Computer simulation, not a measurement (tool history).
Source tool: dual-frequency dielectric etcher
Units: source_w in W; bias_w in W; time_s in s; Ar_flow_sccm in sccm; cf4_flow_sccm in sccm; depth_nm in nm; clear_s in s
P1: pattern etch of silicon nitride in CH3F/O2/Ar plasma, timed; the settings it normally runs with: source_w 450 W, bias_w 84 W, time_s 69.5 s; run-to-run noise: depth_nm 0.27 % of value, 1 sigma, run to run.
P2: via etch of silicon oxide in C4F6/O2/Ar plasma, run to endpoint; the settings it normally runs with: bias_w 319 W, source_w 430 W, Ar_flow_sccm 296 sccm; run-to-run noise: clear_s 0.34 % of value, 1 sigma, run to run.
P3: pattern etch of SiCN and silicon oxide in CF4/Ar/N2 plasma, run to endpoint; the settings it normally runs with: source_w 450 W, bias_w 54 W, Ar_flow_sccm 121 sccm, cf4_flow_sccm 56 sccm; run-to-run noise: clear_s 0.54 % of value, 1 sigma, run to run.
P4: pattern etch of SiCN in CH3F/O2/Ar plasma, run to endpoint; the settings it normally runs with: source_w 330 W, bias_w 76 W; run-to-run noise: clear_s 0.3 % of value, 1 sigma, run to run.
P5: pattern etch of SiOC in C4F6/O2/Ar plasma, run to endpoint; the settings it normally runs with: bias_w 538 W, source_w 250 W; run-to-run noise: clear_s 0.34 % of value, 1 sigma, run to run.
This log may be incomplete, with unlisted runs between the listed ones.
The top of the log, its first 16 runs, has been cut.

| run | hour | process | source_w | bias_w | time_s | Ar_flow_sccm | cf4_flow_sccm | depth_nm | clear_s |
|---|---|---|---|---|---|---|---|---|---|
| 17 | 157.2 | P1 | 450 | 84 | 69.5 |  |  | 54.552 |  |
| 18 | 167.5 | P3 | 450 | 54 |  | 121 | 56 |  | 23.460 |
| 19 | 174.7 | P5 | 250 | 538 |  |  |  |  | 12.449 |
| 20 | 187.0 | P4 | 260 | 76 |  |  |  |  | 26.305 |
| 21 | 193.8 | P1 | 330 | 107 | 69.5 |  |  | 53.201 |  |
| 22 | 207.0 | P4 | 330 | 76 |  |  |  |  | 24.040 |
| 23 | 219.3 | P1 | 300 | 84 | 69.5 |  |  | 46.814 |  |
| 24 | 230.1 | P1 | 450 | 84 | 69.5 |  |  | 54.870 |  |
| 25 | 238.6 | P1 | 450 | 110 | 69.5 |  |  | 59.909 |  |
| 26 | 245.1 | P1 | 450 | 84 | 95.0 |  |  | 74.845 |  |
| 27 | 256.8 | P3 | 450 | 54 |  | 170 | 56 |  | 25.000 |
| 28 | 269.2 | P1 | 450 | 84 | 69.5 |  |  | 54.616 |  |
| 29 | 280.1 | P5 | 250 | 538 |  |  |  |  | 12.459 |
| 30 | 293.2 | P1 | 450 | 84 | 69.5 |  |  | 54.715 |  |
| 31 | 301.2 | P1 | 450 | 84 | 69.5 |  |  | 54.328 |  |

The next listed run, before its measurement:
| 32 | 307.1 | P1 | 450 | 84 | 69.5 |  |  | ? |  |

{"run 32": {"depth_nm": 54.3}}

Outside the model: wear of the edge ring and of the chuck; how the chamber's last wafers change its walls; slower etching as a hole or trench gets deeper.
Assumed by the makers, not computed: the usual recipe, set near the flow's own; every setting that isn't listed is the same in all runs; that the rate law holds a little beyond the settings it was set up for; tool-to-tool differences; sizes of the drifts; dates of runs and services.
